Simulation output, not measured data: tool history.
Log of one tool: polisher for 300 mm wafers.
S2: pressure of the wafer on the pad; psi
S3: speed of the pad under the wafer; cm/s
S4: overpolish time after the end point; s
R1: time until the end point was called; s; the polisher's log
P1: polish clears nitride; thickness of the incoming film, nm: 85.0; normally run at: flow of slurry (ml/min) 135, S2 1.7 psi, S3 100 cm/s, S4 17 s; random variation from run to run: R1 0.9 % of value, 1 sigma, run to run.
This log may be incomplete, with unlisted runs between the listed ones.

run 1 day=0.383 | flow_of_slurry_(ml/min)=135 S2=1.7 S3=100 S4=17 | R1=148.13
run 2 day=0.833 | flow_of_slurry_(ml/min)=105 S2=2.2 S3=100 S4=17 | R1=120.55
run 3 day=1.067 | flow_of_slurry_(ml/min)=205 S2=1.7 S3=100 S4=17 | R1=136.8
run 4 day=1.483 | flow_of_slurry_(ml/min)=80 S2=1.7 S3=100 S4=17 | R1=167.08
run 5 day=1.842 | flow_of_slurry_(ml/min)=135 S2=1.7 S3=100 S4=28 | R1=146.64
run 6 day=2.121 | flow_of_slurry_(ml/min)=135 S2=1.7 S3=150 S4=17 | R1=98.696
run 7 day=2.571 | flow_of_slurry_(ml/min)=135 S2=1.7 S3=100 S4=17 | R1=149.08
run 8 day=3.025 | flow_of_slurry_(ml/min)=135 S2=1.7 S3=100 S4=5 | R1=147.77
run 9 day=3.371 | flow_of_slurry_(ml/min)=135 S2=1.7 S3=50 S4=17 | R1=291.79
run 10 day=3.579 | flow_of_slurry_(ml/min)=135 S2=1.7 S3=100 S4=17 | R1=146.86
run 11 day=3.904 | flow_of_slurry_(ml/min)=175 S2=1.7 S3=100 S4=5 | R1=142.31
run 12 day=4.133 | flow_of_slurry_(ml/min)=135 S2=1.7 S3=100 S4=17 | R1=144.58
run 13 day=4.579 | flow_of_slurry_(ml/min)=135 S2=1 S3=100 S4=17 | R1=253.45
run 14 day=4.833 | flow_of_slurry_(ml/min)=135 S2=1.7 S3=100 S4=17 | R1=148.09
run 15 day=5.154 | flow_of_slurry_(ml/min)=135 S2=2.3 S3=100 S4=17 | R1=108.95
run 16 day=5.446 | flow_of_slurry_(ml/min)=180 S2=2.2 S3=100 S4=17 | R1=108.02
run 17 day=5.65 | flow_of_slurry_(ml/min)=135 S2=1.7 S3=100 S4=17 | R1=149.31
run 18 day=5.958 | flow_of_slurry_(ml/min)=135 S2=1.7 S3=100 S4=17 | R1=146.17
run 19 day=6.321 | flow_of_slurry_(ml/min)=135 S2=1.7 S3=100 S4=17 | R1=152.83
run 20 day=6.6 | flow_of_slurry_(ml/min)=135 S2=1.7 S3=100 S4=17 | R1=151.95
run 21 day=7.012 | flow_of_slurry_(ml/min)=135 S2=1.7 S3=100 S4=17 | R1=155.39
run 22 day=7.262 | flow_of_slurry_(ml/min)=135 S2=1.7 S3=100 S4=17 | R1=152.28
run 23 day=7.496 | flow_of_slurry_(ml/min)=135 S2=1.7 S3=100 S4=17 | R1=156.62
run 24 day=7.729 | flow_of_slurry_(ml/min)=135 S2=1.7 S3=100 S4=17 | R1=157.01

Expected results for the next run?
run 25 day=7.954 | flow_of_slurry_(ml/min)=135 S2=1.7 S3=100 S4=17 | R1=?

{"run 25": {"R1": 157.15}}
